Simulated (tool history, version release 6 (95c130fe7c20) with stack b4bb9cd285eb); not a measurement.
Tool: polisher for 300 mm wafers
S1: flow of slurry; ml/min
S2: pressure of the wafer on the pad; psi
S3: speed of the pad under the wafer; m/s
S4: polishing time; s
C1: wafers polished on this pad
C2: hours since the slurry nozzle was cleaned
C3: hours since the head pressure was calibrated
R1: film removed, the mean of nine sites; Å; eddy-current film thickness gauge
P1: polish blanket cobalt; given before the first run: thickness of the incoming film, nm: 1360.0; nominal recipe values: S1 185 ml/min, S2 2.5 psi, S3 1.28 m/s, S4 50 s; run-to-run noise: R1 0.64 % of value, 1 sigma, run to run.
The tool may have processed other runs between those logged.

run	hour	S1	S2	S3	S4	C1	C2	C3	R1
1	7.4	185	2.5	1.28	50	243	195.3	259.4	4029.6
2	14.1	110	2.5	1.28	50	322	202	266.1	3681.3
3	27.6	185	2.5	1.28	22	482	215.5	279.6	1782.4
4	34.1	185	2.5	0.84	50	559	222	286.1	2651.9
5	42.2	185	2.5	1.28	50	655	230.1	294.2	4047.2
6	55.8	280	2.5	1.28	50	816	243.7	307.8	4235.9
7	64.4	185	2.5	1.28	50	918	252.3	316.4	4041.7
8	71.1	185	2.5	1.28	66	998	259	323.1	5339.6
9	77.8	185	2.5	1.28	50	1077	265.7	329.8	4003.8
10	87.5	240	2.5	1.28	79	1192	275.4	339.5	6586.5
11	94.4	185	4	1.28	50	1274	282.3	346.4	6466.6
12	101.2	185	1.4	1.28	50	1354	289.1	353.2	2248.9
13	114.2	185	2.5	1.28	50	1508	302.1	366.2	4043.9
14	120.3	185	2.5	1.28	50	1580	308.2	372.3	4029.6
15	131.4	185	2.5	2	50	1712	319.3	383.4	6333.4
16	140.1	185	2.5	1.28	50	1815	328	392.1	3998.1
17	152.9	185	2.5	1.28	50	1967	340.8	404.9	3853.1
18	163.2	185	2.5	1.28	50	2089	351.1	415.2	3839.7
19	174.8	185	2.5	1.28	50	2226	362.7	426.8	3777.9
# hour 178.4: head pressure recalibrated
20	186.2	185	2.5	1.28	50	2361	374.1	7.8	3777.2
21	195.4	185	2.5	1.28	50	2470	383.3	17	3773.7
22	205.6	185	2.5	1.28	50	2591	393.5	27.2	3733.5
23	213.4	185	2.5	1.28	50	2683	401.3	35	3711.5
24	222.9	185	2.5	1.28	50	2796	410.8	44.5	3717
25	229	185	2.5	1.28	50	2868	416.9	50.6	3737.4

The output of P1 has drifted from where it used to be. Each of the 2 causes below, taken at the size shown beside it, accounts for the log equally well:
A: slurry flow missing at the pad, % = 37.3
B: removal rate lost through wear of the pad, % = 7.94
Creep in the process output first set in at about hour 140.1.
Other possible causes, and why each is ruled out:
head's pressure below its setpoint, %: serviced at hour 178.4, after the drift had started, without restoring the earlier output

The list below offers 4 check runs, each averaging the results of 5 wafers, and shows each result as a question mark. For which of them would the listed causes give clearly different results?
check 1	235.1	250	3.9	1.28	50				?
check 2	235.1	185	1.7	1.28	50				?
check 3	235.1	185	3.2	1.28	33				?
check 4	235.1	185	2.5	1.94	50				?

Predicted outcomes, by check and by cause:
check	result	if A	if B
check 1	R1	6149	6026.8
check 2	R1	2530.7	2531.1
check 3	R1	3144.1	3144.5
check 4	R1	5640.6	5641.5
Distance between the nearest two causes, measured in the result of the check that separates them most: check 1 2.01 %; check 2 0.01 %; check 3 0.01 %; check 4 0.01 %
The causes can be told apart only by check 1. The other checks would give nearly the same results under each of them.

After running check 1, the following was obtained: R1 6057.2 Å. Which cause does this point to?

It was cause B: removal rate lost through wear of the pad, %.
